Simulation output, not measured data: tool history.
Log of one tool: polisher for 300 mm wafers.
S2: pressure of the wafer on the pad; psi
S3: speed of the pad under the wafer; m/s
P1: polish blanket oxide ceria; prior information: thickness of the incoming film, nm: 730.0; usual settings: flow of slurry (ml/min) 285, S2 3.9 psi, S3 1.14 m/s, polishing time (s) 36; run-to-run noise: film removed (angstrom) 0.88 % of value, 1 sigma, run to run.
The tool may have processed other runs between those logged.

{"run": 1, "hour": 8.0, "flow of slurry (ml/min)": 285, "S2": 3.9, "S3": 1.14, "polishing time (s)": 36, "film removed (angstrom)": 2339.7}
{"run": 2, "hour": 19.2, "flow of slurry (ml/min)": 285, "S2": 3.9, "S3": 1.14, "polishing time (s)": 36, "film removed (angstrom)": 2317.6}
{"run": 3, "hour": 26.1, "flow of slurry (ml/min)": 285, "S2": 3.9, "S3": 1.14, "polishing time (s)": 36, "film removed (angstrom)": 2331.7}
{"run": 4, "hour": 32.0, "flow of slurry (ml/min)": 285, "S2": 6.1, "S3": 1.14, "polishing time (s)": 36, "film removed (angstrom)": 3577.5}
{"run": 5, "hour": 40.2, "flow of slurry (ml/min)": 285, "S2": 3.9, "S3": 1.14, "polishing time (s)": 17, "film removed (angstrom)": 1110.5}
{"run": 6, "hour": 48.5, "flow of slurry (ml/min)": 285, "S2": 3.9, "S3": 0.58, "polishing time (s)": 36, "film removed (angstrom)": 1177.2}
{"run": 7, "hour": 53.7, "flow of slurry (ml/min)": 170, "S2": 3.9, "S3": 1.76, "polishing time (s)": 36, "film removed (angstrom)": 3398.2}
{"run": 8, "hour": 59.3, "flow of slurry (ml/min)": 285, "S2": 1.8, "S3": 1.14, "polishing time (s)": 36, "film removed (angstrom)": 1065}
{"run": 9, "hour": 64.7, "flow of slurry (ml/min)": 285, "S2": 3.9, "S3": 1.52, "polishing time (s)": 36, "film removed (angstrom)": 3071.6}
{"run": 10, "hour": 71.9, "flow of slurry (ml/min)": 285, "S2": 5.6, "S3": 1.14, "polishing time (s)": 48, "film removed (angstrom)": 4453.3}
{"run": 11, "hour": 81.0, "flow of slurry (ml/min)": 285, "S2": 3.9, "S3": 1.14, "polishing time (s)": 36, "film removed (angstrom)": 2324}
{"run": 12, "hour": 86.1, "flow of slurry (ml/min)": 375, "S2": 3.9, "S3": 1.14, "polishing time (s)": 36, "film removed (angstrom)": 2373.2}
{"run": 13, "hour": 97.3, "flow of slurry (ml/min)": 285, "S2": 3.9, "S3": 1.14, "polishing time (s)": 36, "film removed (angstrom)": 2356.2}
{"hour": 99.5, "done": "slurry nozzle cleaned"}
{"run": 14, "hour": 104.7, "flow of slurry (ml/min)": 170, "S2": 3.9, "S3": 1.14, "polishing time (s)": 36, "film removed (angstrom)": 2177.2}
{"run": 15, "hour": 111.9, "flow of slurry (ml/min)": 285, "S2": 3.9, "S3": 1.14, "polishing time (s)": 52, "film removed (angstrom)": 3323.9}
{"run": 16, "hour": 121.5, "flow of slurry (ml/min)": 285, "S2": 3.9, "S3": 1.14, "polishing time (s)": 36, "film removed (angstrom)": 2348.5}
{"run": 17, "hour": 129.3, "flow of slurry (ml/min)": 285, "S2": 3.9, "S3": 1.14, "polishing time (s)": 36, "film removed (angstrom)": 2313.5}
{"run": 18, "hour": 136.5, "flow of slurry (ml/min)": 285, "S2": 3.9, "S3": 1.14, "polishing time (s)": 36, "film removed (angstrom)": 2266.9}
{"run": 19, "hour": 145.7, "flow of slurry (ml/min)": 285, "S2": 3.9, "S3": 1.14, "polishing time (s)": 36, "film removed (angstrom)": 2233.5}
{"run": 20, "hour": 155.9, "flow of slurry (ml/min)": 285, "S2": 3.9, "S3": 1.14, "polishing time (s)": 36, "film removed (angstrom)": 2218.5}
{"hour": 162.8, "done": "head pressure recalibrated"}
{"run": 21, "hour": 164.0, "flow of slurry (ml/min)": 285, "S2": 3.9, "S3": 1.14, "polishing time (s)": 36, "film removed (angstrom)": 2236.9}
{"run": 22, "hour": 171.9, "flow of slurry (ml/min)": 285, "S2": 3.9, "S3": 1.14, "polishing time (s)": 36, "film removed (angstrom)": 2186.6}
{"run": 23, "hour": 177.2, "flow of slurry (ml/min)": 285, "S2": 3.9, "S3": 1.14, "polishing time (s)": 36, "film removed (angstrom)": 2198}

What P1 gives has crept off from where it sat before. The 2 causes that follow fit the log equally well, each at the size noted:
A: slurry flow missing at the pad, % = 34.1
B: removal rate lost through wear of the pad, % = 4.7
The onset of the drift is placed at about hour 121.5.
Ruled out, with reasons:
head's pressure below its setpoint, %: serviced at hour 162.8, which brought nothing back

Of the 4 check runs below, each run on 5 wafers with the results averaged and each result still a question mark, which one would tell the listed causes apart?
{"run": "check 1", "hour": 182.5, "flow of slurry (ml/min)": 175, "S2": 3.9, "S3": 1.52, "polishing time (s)": 36, "film removed (angstrom)": "?"}
{"run": "check 2", "hour": 182.5, "flow of slurry (ml/min)": 285, "S2": 3.9, "S3": 1.44, "polishing time (s)": 36, "film removed (angstrom)": "?"}
{"run": "check 3", "hour": 182.5, "flow of slurry (ml/min)": 285, "S2": 1.8, "S3": 1.14, "polishing time (s)": 51, "film removed (angstrom)": "?"}
{"run": "check 4", "hour": 182.5, "flow of slurry (ml/min)": 285, "S2": 2.3, "S3": 1.14, "polishing time (s)": 47, "film removed (angstrom)": "?"}

If the cause were each of the candidates in turn, the checks would give the following:
check=check_1 result=film_removed_(angstrom) if_A=2715.9 if_B=2793
check=check_2 result=film_removed_(angstrom) if_A=2805 if_B=2805.4
check=check_3 result=film_removed_(angstrom) if_A=1452 if_B=1452.2
check=check_4 result=film_removed_(angstrom) if_A=1709.8 if_B=1710
Per-check spread between the two closest causes, in the result where they differ most: check 1 2.8 %; check 2 0.01 %; check 3 0.01 %; check 4 0.01 %
Only in check 1 would the causes give clearly different results; in the remaining checks their results would be nearly the same.

Check 1 was carried out, with these results: film removed (angstrom) 2720.4. Which of the listed causes is responsible?

It was cause A: slurry flow missing at the pad, %.
